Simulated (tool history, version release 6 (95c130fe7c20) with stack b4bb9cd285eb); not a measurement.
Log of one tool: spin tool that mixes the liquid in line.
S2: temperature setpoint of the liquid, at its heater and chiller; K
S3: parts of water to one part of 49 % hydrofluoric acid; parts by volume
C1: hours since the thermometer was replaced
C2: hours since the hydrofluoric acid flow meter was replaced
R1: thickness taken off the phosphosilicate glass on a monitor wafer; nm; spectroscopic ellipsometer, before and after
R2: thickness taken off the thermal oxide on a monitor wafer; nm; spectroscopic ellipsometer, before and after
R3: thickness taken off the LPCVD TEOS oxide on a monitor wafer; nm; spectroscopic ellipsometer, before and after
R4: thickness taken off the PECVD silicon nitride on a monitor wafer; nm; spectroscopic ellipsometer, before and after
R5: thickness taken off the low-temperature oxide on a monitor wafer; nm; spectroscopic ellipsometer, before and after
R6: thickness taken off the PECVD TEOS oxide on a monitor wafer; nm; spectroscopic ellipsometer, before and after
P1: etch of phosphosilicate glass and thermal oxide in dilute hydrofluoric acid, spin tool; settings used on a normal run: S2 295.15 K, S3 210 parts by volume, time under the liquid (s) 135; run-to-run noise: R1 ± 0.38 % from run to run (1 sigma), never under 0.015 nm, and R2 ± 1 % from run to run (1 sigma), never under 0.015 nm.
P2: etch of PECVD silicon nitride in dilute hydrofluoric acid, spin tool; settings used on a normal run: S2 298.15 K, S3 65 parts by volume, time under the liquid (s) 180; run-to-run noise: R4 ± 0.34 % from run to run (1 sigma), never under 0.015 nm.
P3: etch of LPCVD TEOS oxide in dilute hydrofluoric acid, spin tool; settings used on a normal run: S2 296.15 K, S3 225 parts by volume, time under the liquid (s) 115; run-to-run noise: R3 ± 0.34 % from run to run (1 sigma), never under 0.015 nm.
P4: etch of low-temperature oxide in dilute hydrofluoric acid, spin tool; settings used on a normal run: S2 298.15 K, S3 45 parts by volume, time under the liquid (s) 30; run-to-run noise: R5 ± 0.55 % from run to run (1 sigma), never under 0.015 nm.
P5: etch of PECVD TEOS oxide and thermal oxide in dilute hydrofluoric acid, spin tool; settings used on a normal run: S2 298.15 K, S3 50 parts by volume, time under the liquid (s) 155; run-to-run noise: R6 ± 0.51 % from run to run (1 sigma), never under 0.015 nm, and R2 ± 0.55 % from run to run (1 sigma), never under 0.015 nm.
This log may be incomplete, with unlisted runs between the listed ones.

{"run": 1, "hour": 6.1, "process that ran": "P1", "S2": 295.15, "S3": 210, "time under the liquid (s)": 135, "C1": 280.3, "C2": 471.0, "R1": 58.114, "R2": 2.6014}
{"run": 2, "hour": 10.3, "process that ran": "P3", "S2": 304.65, "S3": 225, "time under the liquid (s)": 115, "C1": 284.5, "C2": 475.2, "R3": 9.7227}
{"run": 3, "hour": 16.4, "process that ran": "P2", "S2": 302.15, "S3": 65, "time under the liquid (s)": 180, "C1": 290.6, "C2": 481.3, "R4": 8.5598}
{"run": 4, "hour": 21.4, "process that ran": "P3", "S2": 296.15, "S3": 225, "time under the liquid (s)": 35, "C1": 295.6, "C2": 486.3, "R3": 2.1754}
{"run": 5, "hour": 26.0, "process that ran": "P1", "S2": 295.15, "S3": 210, "time under the liquid (s)": 135, "C1": 300.2, "C2": 490.9, "R1": 58.636, "R2": 2.5815}
{"run": 6, "hour": 29.5, "process that ran": "P4", "S2": 298.15, "S3": 45, "time under the liquid (s)": 30, "C1": 303.7, "C2": 494.4, "R5": 26.56}
{"run": 7, "hour": 33.7, "process that ran": "P1", "S2": 295.15, "S3": 210, "time under the liquid (s)": 205, "C1": 307.9, "C2": 498.6, "R1": 88.497, "R2": 3.9645}
{"run": 8, "hour": 37.0, "process that ran": "P5", "S2": 298.15, "S3": 50, "time under the liquid (s)": 310, "C1": 311.2, "C2": 501.9, "R2": 33.027, "R6": 63.433}
{"run": 9, "hour": 41.4, "process that ran": "P5", "S2": 298.15, "S3": 50, "time under the liquid (s)": 155, "C1": 315.6, "C2": 506.3, "R2": 16.274, "R6": 31.609}
{"run": 10, "hour": 44.6, "process that ran": "P1", "S2": 295.15, "S3": 210, "time under the liquid (s)": 15, "C1": 318.8, "C2": 509.5, "R1": 6.4869, "R2": 0.28269}
{"run": 11, "hour": 50.5, "process that ran": "P4", "S2": 298.15, "S3": 75, "time under the liquid (s)": 30, "C1": 324.7, "C2": 515.4, "R5": 15.114}
{"run": 12, "hour": 56.5, "process that ran": "P2", "S2": 298.15, "S3": 65, "time under the liquid (s)": 40, "C1": 330.7, "C2": 521.4, "R4": 1.4697}
{"run": 13, "hour": 60.4, "process that ran": "P1", "S2": 290.15, "S3": 210, "time under the liquid (s)": 135, "C1": 334.6, "C2": 525.3, "R1": 48.339, "R2": 2.1287}
{"run": 14, "hour": 64.0, "process that ran": "P1", "S2": 300.65, "S3": 210, "time under the liquid (s)": 135, "C1": 338.2, "C2": 528.9, "R1": 70.843, "R2": 3.2379}
{"run": 15, "hour": 68.6, "process that ran": "P4", "S2": 298.15, "S3": 45, "time under the liquid (s)": 30, "C1": 342.8, "C2": 533.5, "R5": 26.222}
{"run": 16, "hour": 73.2, "process that ran": "P4", "S2": 298.15, "S3": 45, "time under the liquid (s)": 55, "C1": 347.4, "C2": 538.1, "R5": 48.466}
{"run": 17, "hour": 78.0, "process that ran": "P1", "S2": 295.15, "S3": 310, "time under the liquid (s)": 135, "C1": 352.2, "C2": 542.9, "R1": 36.057, "R2": 1.624}
{"run": 18, "hour": 81.3, "process that ran": "P5", "S2": 298.15, "S3": 80, "time under the liquid (s)": 155, "C1": 355.5, "C2": 546.2, "R2": 9.8168, "R6": 19.025}
{"run": 19, "hour": 84.3, "process that ran": "P3", "S2": 296.15, "S3": 320, "time under the liquid (s)": 115, "C1": 358.5, "C2": 549.2, "R3": 4.5825}
{"run": 20, "hour": 88.0, "process that ran": "P1", "S2": 295.15, "S3": 210, "time under the liquid (s)": 135, "C1": 362.2, "C2": 552.9, "R1": 58.416, "R2": 2.6055}
{"run": 21, "hour": 91.6, "process that ran": "P1", "S2": 291.65, "S3": 210, "time under the liquid (s)": 30, "C1": 365.8, "C2": 556.5, "R1": 11.324, "R2": 0.50656}
{"run": 22, "hour": 95.5, "process that ran": "P2", "S2": 298.15, "S3": 65, "time under the liquid (s)": 180, "C1": 369.7, "C2": 560.4, "R4": 6.5834}
{"run": 23, "hour": 100.3, "process that ran": "P5", "S2": 303.15, "S3": 50, "time under the liquid (s)": 155, "C1": 374.5, "C2": 565.2, "R2": 20.308, "R6": 38.636}
{"run": 24, "hour": 103.5, "process that ran": "P1", "S2": 295.15, "S3": 210, "time under the liquid (s)": 135, "C1": 377.7, "C2": 568.4, "R1": 58.47, "R2": 2.6219}

Predict the results of run 25:
{"run": 25, "hour": 107.6, "process that ran": "P3", "S2": 296.15, "S3": 225, "time under the liquid (s)": 115, "C1": 381.8, "C2": 572.5, "R3": "?"}

R3: 7.1826 nm

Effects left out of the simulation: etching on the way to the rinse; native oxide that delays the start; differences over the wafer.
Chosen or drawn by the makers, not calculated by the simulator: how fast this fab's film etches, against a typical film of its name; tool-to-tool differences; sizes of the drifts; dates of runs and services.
